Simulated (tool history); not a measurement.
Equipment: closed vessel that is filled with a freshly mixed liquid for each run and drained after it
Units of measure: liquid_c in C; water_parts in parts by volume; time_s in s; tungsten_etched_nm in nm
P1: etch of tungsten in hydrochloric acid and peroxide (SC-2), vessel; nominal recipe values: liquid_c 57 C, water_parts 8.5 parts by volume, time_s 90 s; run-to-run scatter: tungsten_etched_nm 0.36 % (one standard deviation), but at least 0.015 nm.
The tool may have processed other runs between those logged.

run,hour,liquid_c,water_parts,time_s,hours since the thermometer was replaced,hours since the chemicals flow meter was replaced,hours since the drum of peroxide was connected,tungsten_etched_nm
1,10.2,57,8.5,90,601.5,371.7,882.2,51.244
2,24.8,72,8.5,90,616.1,386.3,896.8,129.14
3,32.1,57,8.5,90,623.4,393.6,904.1,51.297
4,39.2,57,8.5,160,630.5,400.7,911.2,90.66
# hour 40.3: new drum of peroxide connected
5,50.5,57,8.5,90,641.8,412,10.2,51.157
6,57.2,70,12,90,648.5,418.7,16.9,86.077
7,67.6,41,8.5,90,658.9,429.1,27.3,17.591
8,79.2,57,5,170,670.5,440.7,38.9,145.86
9,93.4,57,8.5,30,684.7,454.9,53.1,17.047
10,100.3,45,13,90,691.6,461.8,60,16.126
11,113.8,57,8.5,90,705.1,475.3,73.5,51.19
12,122.9,57,13.5,90,714.2,484.4,82.6,34.764
13,133.2,57,4,90,724.5,494.7,92.9,89.582
14,145.6,57,8.5,90,736.9,507.1,105.3,51.064
15,157,57,8.5,90,748.3,518.5,116.7,49.67
16,171.3,57,8.5,90,762.6,532.8,131,48.77
17,178.1,57,8.5,90,769.4,539.6,137.8,48.301
# hour 183.1: new drum of peroxide connected
18,191.5,57,8.5,90,782.8,553,8.5,48.063
19,204.9,57,8.5,90,796.2,566.4,21.9,47.96
20,215.1,57,8.5,90,806.4,576.6,32.1,47.662
21,223.6,57,8.5,90,814.9,585.1,40.6,47.578
22,231.8,57,8.5,90,823.1,593.3,48.8,47.5

What P1 gives has crept off from where it sat before. The 2 causes that follow fit the log equally well, each at the size noted:
A: liquid colder than its thermometer reads (K) = 1.19
B: chemicals flow below the setpoint (%) = 8.91
The creep began at about hour 145.6.
What rules out each remaining cause:
peroxide weaker than its label (%): was serviced at hour 183.1, once the creep was under way, yet the earlier output never came back

4 check runs are offered, each on 2 wafers whose results are averaged, their results left as question marks. Which one tells the causes apart?
check 1,240,70.5,8.5,90,,,,?
check 2,240,46.5,8.5,90,,,,?
check 3,240,43,4,90,,,,?
check 4,240,71,8.5,90,,,,?

Outcome of each check run for each possible cause:
check,result,if A,if B
check 1,tungsten_etched_nm,109.48,108.85
check 2,tungsten_etched_nm,23.653,23.777
check 3,tungsten_etched_nm,32.465,33.123
check 4,tungsten_etched_nm,112.77,112.1
Smallest distance between any two causes, each pair judged by its most separating result, in per cent: check 1 0.58 %; check 2 0.52 %; check 3 2.01 %; check 4 0.6 %
Only check 3 tells the causes apart: in the others they would give nearly the same result.

Here is what check 3 returned: tungsten_etched_nm 33.112 nm. Which cause is it?

The correct cause is B, namely: chemicals flow below the setpoint (%).
